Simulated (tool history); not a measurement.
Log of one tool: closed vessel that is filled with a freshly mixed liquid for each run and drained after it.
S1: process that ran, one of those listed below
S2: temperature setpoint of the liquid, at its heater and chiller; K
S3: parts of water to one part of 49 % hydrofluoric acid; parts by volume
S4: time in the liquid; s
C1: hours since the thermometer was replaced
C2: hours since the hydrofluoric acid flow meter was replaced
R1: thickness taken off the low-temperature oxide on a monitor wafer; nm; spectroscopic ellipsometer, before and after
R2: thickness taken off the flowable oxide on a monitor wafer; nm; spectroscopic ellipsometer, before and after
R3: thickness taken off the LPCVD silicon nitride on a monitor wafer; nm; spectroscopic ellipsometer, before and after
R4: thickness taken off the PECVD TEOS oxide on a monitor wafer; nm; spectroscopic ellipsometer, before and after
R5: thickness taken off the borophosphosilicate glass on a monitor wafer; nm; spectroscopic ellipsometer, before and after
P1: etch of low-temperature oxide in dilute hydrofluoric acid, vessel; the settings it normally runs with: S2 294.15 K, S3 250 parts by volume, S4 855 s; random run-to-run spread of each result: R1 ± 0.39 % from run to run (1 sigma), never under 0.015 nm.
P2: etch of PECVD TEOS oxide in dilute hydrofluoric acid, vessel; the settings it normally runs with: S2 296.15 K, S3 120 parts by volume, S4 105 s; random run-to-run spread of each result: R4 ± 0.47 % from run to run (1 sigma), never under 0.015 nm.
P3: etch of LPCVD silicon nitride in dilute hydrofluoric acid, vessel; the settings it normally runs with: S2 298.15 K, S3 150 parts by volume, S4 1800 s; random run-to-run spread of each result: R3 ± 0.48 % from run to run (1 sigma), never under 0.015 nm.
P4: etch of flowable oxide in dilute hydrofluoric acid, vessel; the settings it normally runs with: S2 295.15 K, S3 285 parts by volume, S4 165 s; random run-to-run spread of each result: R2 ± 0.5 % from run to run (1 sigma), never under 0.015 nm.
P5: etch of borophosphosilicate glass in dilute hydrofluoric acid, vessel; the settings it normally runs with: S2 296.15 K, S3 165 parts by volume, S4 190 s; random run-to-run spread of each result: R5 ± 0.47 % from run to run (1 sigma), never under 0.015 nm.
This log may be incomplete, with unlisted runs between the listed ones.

run   hour  S1      S2   S3    S4     C1      C2        R1       R2       R3       R4       R5
  1   14.8  P1  294.15  250   855  295.1  1808.0   46.9950
  2   23.5  P4  295.15  285    55  303.8  1816.7             6.8851
  3   35.3  P1  301.65  250    95  315.6  1828.5    6.8333
  4   42.7  P4  290.15  285   165  323.0  1835.9            17.1980
  5   54.8  P3  298.15  150  3505  335.1  1848.0                     12.2050
  6   64.6  P3  305.15  150  1800  344.9  1857.8                      9.6958
  7   73.5  P3  298.15   55  1800  353.8  1866.7                     16.8230
  8   86.5  P2  291.15  120   105  366.8  1879.7                               8.7746
  9   96.1  P1  294.15  400   855  376.4  1889.3   25.5330
 10  109.2  P1  294.15  250   855  389.5  1902.4   47.1410
 11  119.9  P3  298.15  150  1800  400.2  1913.1                      6.2982
 12  132.2  P1  294.15  250  1615  412.5  1925.4   89.0110
     137.5  -- hydrofluoric acid flow meter replaced
 13  140.7  P1  299.15  250   855  421.0     3.2   56.2690
 14  153.0  P5  302.65  165   190  433.3    15.5                                        73.438
 15  166.2  P2  296.15  120   105  446.5    28.7                              10.7990
 16  178.5  P2  296.15  220   105  458.8    41.0                               5.2161
 17  191.5  P1  294.15  250   855  471.8    54.0   46.7650
 18  199.3  P5  296.15  165   190  479.6    61.8                                        57.542
 19  211.8  P5  296.15  165   330  492.1    74.3                                       100.290
 20  221.4  P3  298.15  150  1800  501.7    83.9                      6.2294
 21  235.4  P2  296.15  120   175  515.7    97.9                              17.9780
 22  246.2  P4  295.15  285   165  526.5   108.7            20.6620
 23  257.7  P1  294.15   65   855  538.0   120.2  219.0000
 24  268.6  P1  294.15  250   855  548.9   131.1   46.9490
 25  282.0  P4  295.15  460   165  562.3   144.5            10.9520
 26  291.8  P2  296.15  120   105  572.1   154.3                              10.8360
 27  301.7  P1  294.15  250   855  582.0   164.2   47.3800
 28  310.3  P1  290.15  250   855  590.6   172.8   40.0740
 29  321.7  P5  296.15   65   190  602.0   184.2                                       164.740
 30  329.3  P1  294.15  395  1360  609.6   191.8   41.6220
 31  344.1  P1  294.15  250   480  624.4   206.6   26.1610
 32  359.4  P1  294.15  250   855  639.7   221.9   46.8620
 33  374.1  P1  294.15  250   855  654.4   236.6   45.0850
 34  387.4  P1  294.15  250   855  667.7   249.9   44.4990
 35  395.2  P1  294.15  250   855  675.5   257.7   43.9720
 36  403.5  P1  294.15  250   855  683.8   266.0   43.8070
 37  413.2  P1  294.15  250   855  693.5   275.7   43.8110
 38  420.6  P1  294.15  250   855  700.9   283.1   43.9190

P1 has crept away from where it was. The log is fitted equally well by each of these 2 causes, at the sizes shown:
A: liquid colder than its thermometer reads (K) = 1.86
B: hydrofluoric acid flow below the setpoint (%) = 5.43
Onset of the creep was near hour 359.4.

4 check runs are offered, one wafer each, their results left as question marks. Which one tells the causes apart?
check 1  428.0  P4  295.15  285   165               ?
check 2  428.0  P5  296.15  165   190                           ?
check 3  428.0  P3  298.15  150  1800                   ?
check 4  428.0  P2  296.15  120   105                       ?

What each check would give under each cause:
  check  result     if A     if B
check 1      R2  19.2440  19.1750
check 2      R5   53.576   53.881
check 3      R3   5.5512   5.9209
check 4      R4   9.9842  10.0860
Per check, the gap between the least separated pair of causes, taken in the result that splits them most: check 1 0.36 %; check 2 0.57 %; check 3 6.45 %; check 4 1.02 %
Of the check runs offered, only check 3 discriminates between the causes; the rest would read about the same regardless of which cause applies.

After running check 3, the following was obtained: R3 5.6173 nm. Which cause does this point to?

The cause is A: liquid colder than its thermometer reads (K).
